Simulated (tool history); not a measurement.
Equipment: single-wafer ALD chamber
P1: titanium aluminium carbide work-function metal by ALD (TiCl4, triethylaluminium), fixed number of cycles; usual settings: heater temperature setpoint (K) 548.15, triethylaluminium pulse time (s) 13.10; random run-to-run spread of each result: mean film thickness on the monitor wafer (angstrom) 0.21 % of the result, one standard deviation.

| run | hour | heater temperature setpoint (K) | triethylaluminium pulse time (s) | hours since the last thermocouple change | hours since the last triethylaluminium bottle change | mean film thickness on the monitor wafer (angstrom) |
|---|---|---|---|---|---|---|
| 1 | 16.0 | 548.15 | 13.10 | 389.2 | 193.1 | 18.840 |
| 2 | 26.1 | 532.15 | 18.36 | 399.3 | 203.2 | 17.567 |
| 3 | 42.1 | 548.15 | 13.10 | 415.3 | 219.2 | 18.833 |
| 4 | 59.1 | 548.15 | 13.10 | 432.3 | 236.2 | 18.843 |
| 5 | 70.1 | 572.15 | 13.10 | 443.3 | 247.2 | 20.999 |
| 6 | 84.7 | 528.15 | 13.10 | 457.9 | 261.8 | 17.126 |
| 7 | 96.3 | 548.15 | 20.20 | 469.5 | 273.4 | 19.024 |
| 8 | 106.8 | 548.15 | 5.22 | 480.0 | 283.9 | 15.942 |
| 9 | 124.2 | 548.15 | 13.10 | 497.4 | 301.3 | 18.865 |
| 10 | 141.8 | 548.15 | 13.10 | 515.0 | 318.9 | 18.927 |
| 11 | 153.9 | 548.15 | 13.10 | 527.1 | 331.0 | 18.767 |
| 12 | 165.3 | 548.15 | 13.10 | 538.5 | 342.4 | 18.591 |
| 13 | 178.1 | 548.15 | 13.10 | 551.3 | 355.2 | 18.557 |
| 14 | 187.0 | 548.15 | 13.10 | 560.2 | 364.1 | 18.384 |
| 15 | 196.6 | 548.15 | 13.10 | 569.8 | 373.7 | 18.377 |
| 16 | 205.0 | 548.15 | 13.10 | 578.2 | 382.1 | 18.398 |
| 17 | 213.1 | 548.15 | 13.10 | 586.3 | 390.2 | 18.339 |
| 18 | 224.7 | 548.15 | 13.10 | 597.9 | 401.8 | 18.274 |
| 19 | 234.6 | 548.15 | 13.10 | 607.8 | 411.7 | 18.315 |

P1 no longer gives what it gave before; its output has crept away from where it was. The following 2 causes, each at its listed size, fit the log equally well:
A: wafer temperature below the value expected at the setpoint (K) = 5.79
B: triethylaluminium dose below that of a fresh bottle (%) = 27.6
The process output started creeping at around hour 141.8.

The check runs listed below each take one wafer, and their results are still question marks. Under which run would the listed causes lead to clearly different results?
| check 1 | 244.5 | 530.15 | 13.10 |  |  | ? |
| check 2 | 244.5 | 563.15 | 13.10 |  |  | ? |
| check 3 | 244.5 | 568.15 | 13.10 |  |  | ? |
| check 4 | 244.5 | 558.15 | 9.40 |  |  | ? |

How each check would come out, cause by cause:
| check | result | if A | if B |
|---|---|---|---|
| check 1 | mean film thickness on the monitor wafer (angstrom) | 16.752 | 16.785 |
| check 2 | mean film thickness on the monitor wafer (angstrom) | 19.681 | 19.653 |
| check 3 | mean film thickness on the monitor wafer (angstrom) | 20.134 | 20.096 |
| check 4 | mean film thickness on the monitor wafer (angstrom) | 18.682 | 18.060 |
Minimum pairwise separation of causes per check, each pair taken at its best-separating result: check 1 0.2 %; check 2 0.14 %; check 3 0.19 %; check 4 3.39 %
Only check 4 tells the causes apart: in the others they would give nearly the same result.

With check 4 done, the readings were: mean film thickness on the monitor wafer (angstrom) 18.026. Identify which of the listed causes applies.

The correct cause is B, namely: triethylaluminium dose below that of a fresh bottle (%).
